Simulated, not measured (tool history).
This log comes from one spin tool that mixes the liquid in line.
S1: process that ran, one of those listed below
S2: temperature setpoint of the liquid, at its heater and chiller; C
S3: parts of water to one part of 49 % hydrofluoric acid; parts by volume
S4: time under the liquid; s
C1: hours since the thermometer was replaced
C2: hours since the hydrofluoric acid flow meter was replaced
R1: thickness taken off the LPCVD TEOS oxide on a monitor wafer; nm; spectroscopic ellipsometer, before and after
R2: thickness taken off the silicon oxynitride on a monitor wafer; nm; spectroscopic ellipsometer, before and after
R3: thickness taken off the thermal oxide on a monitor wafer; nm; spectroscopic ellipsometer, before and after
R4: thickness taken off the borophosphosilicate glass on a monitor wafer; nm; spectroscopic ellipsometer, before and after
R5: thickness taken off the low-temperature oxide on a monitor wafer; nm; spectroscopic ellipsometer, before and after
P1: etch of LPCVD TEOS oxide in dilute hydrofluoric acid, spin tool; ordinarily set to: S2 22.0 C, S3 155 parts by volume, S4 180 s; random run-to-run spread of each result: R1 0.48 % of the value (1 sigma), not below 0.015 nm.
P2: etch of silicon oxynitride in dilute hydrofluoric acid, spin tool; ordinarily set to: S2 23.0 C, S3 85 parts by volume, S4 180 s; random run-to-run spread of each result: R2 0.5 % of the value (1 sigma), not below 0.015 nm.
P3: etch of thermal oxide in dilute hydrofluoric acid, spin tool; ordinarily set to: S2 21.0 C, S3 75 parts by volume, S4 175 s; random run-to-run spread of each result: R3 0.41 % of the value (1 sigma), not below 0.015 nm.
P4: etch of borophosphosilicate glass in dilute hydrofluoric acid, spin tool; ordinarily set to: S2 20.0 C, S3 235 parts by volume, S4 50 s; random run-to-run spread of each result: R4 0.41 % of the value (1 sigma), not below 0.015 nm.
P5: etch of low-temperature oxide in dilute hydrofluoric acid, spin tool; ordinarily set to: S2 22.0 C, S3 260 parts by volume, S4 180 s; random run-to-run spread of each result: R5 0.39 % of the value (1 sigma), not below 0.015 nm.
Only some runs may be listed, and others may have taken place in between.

run    day  S1    S2   S3   S4     C1     C2        R1       R2       R3      R4       R5
  1  0.238  P1  22.0  155  180  387.6  290.3   37.3580
  2  0.358  P2  17.0   85  180  390.5  293.2             4.0951
  3  0.562  P3  28.5   75  175  395.4  298.1                     14.3200
  4  0.733  P4  20.0  235   25  399.5  302.2                              4.3977
  5  0.946  P2  23.0   30  180  404.6  307.3            16.2290
  6  1.138  P5  22.0  260  180  409.2  311.9                                       5.7387
  7  1.408  P5  22.0   70  180  415.7  318.4                                      26.3960
  8  1.546  P4  17.0  235   50  419.0  321.7                              7.8412
  9  1.725  P1  22.0  155  180  423.3  326.0   37.3740
 10  2.000  P5  17.0  260  180  429.9  332.6                                       4.8202
 11  2.238  P1  22.0  155  180  435.6  338.3   37.3230
 12  2.454  P2  23.0   85  180  440.8  343.5             5.5185
 13  2.717  P1  17.5  155  180  447.1  349.8   30.8120
 14  2.908  P5  22.0  260   45  451.7  354.4                                       1.4536
 15  3.038  P4  20.0  235   50  454.8  357.5                              8.7483
 16  3.217  P2  23.0   85   50  459.1  361.8             1.5261
 17  3.346  P1  22.0  155  180  462.2  364.9   36.9810
 18  3.508  P5  22.0  260  180  466.1  368.8                                       5.8350
 19  3.692  P4  20.0  345   50  470.5  373.2                              5.4148
 20  3.946  P1  22.0  155  180  476.6  379.3   37.3790
 21  4.208  P1  22.0  235  180  482.9  385.6   22.5060
 22  4.404  P1  22.0  155  280  487.6  390.3   57.3240
 23  4.604  P1  22.0  155   20  492.4  395.1    4.1293
 24  4.762  P3  21.0   75  350  496.2  398.9                     21.2770
 25  4.950  P3  21.0   75  175  500.7  403.4                     10.6110
 26  5.212  P1  27.5  155  180  507.0  409.7   45.8780
 27  5.375  P1  17.5  225  180  510.9  413.6   19.9210
 28  5.500  P3  21.0  140  175  513.9  416.6                      5.2994
 29  5.704  P1  22.0   40  180  518.8  421.5  164.2700
 30  5.867  P1  22.0  155  180  522.7  425.4   37.4590
 31  6.000  P1  22.0  155  180  525.9  428.6   36.3930
 32  6.158  P1  22.0  155  180  529.7  432.4   35.9320
 33  6.308  P1  22.0  155  180  533.3  436.0   35.1950
 34  6.521  P1  22.0  155  180  538.4  441.1   35.3420
 35  6.788  P1  22.0  155  180  544.8  447.5   34.6550
 36  6.938  P1  22.0  155  180  548.4  451.1   34.4570
 37  7.196  P1  22.0  155  180  554.6  457.3   34.7750
 38  7.471  P1  22.0  155  180  561.2  463.9   34.5690

What P1 gives has crept away from where it was. These 2 causes fit the log equally well, each at the size given:
A: hydrofluoric acid flow below the setpoint (%) = 6.39
B: liquid colder than its thermometer reads (K) = 1.98
The onset of the drift is placed at about day 5.867.

You are offered 4 check runs, listed below with question marks in place of their results; each one averages 2 wafers. Which run separates the listed causes by giving clearly different results for each?
check 1  7.746  P3  21.0  140  335                   ?
check 2  7.746  P2  23.0   35  180               ?
check 3  7.746  P4  17.0  235   50                       ?
check 4  7.746  P5  17.0  260  180                           ?

What each check would give under each cause:
  check  result     if A     if B
check 1      R3   9.3754   9.3476
check 2      R2  12.9870  12.5860
check 3      R4   7.2272   7.2396
check 4      R5   4.4391   4.4563
Distance between the nearest two causes, measured in the result of the check that separates them most: check 1 0.3 %; check 2 3.13 %; check 3 0.17 %; check 4 0.38 %
Check 2 distinguishes between the causes, while the remaining checks would return nearly the same result for all of them.

Check 2 was then run and gave: R2 12.9360 nm. Which cause is it?

The correct cause is A, namely: hydrofluoric acid flow below the setpoint (%).

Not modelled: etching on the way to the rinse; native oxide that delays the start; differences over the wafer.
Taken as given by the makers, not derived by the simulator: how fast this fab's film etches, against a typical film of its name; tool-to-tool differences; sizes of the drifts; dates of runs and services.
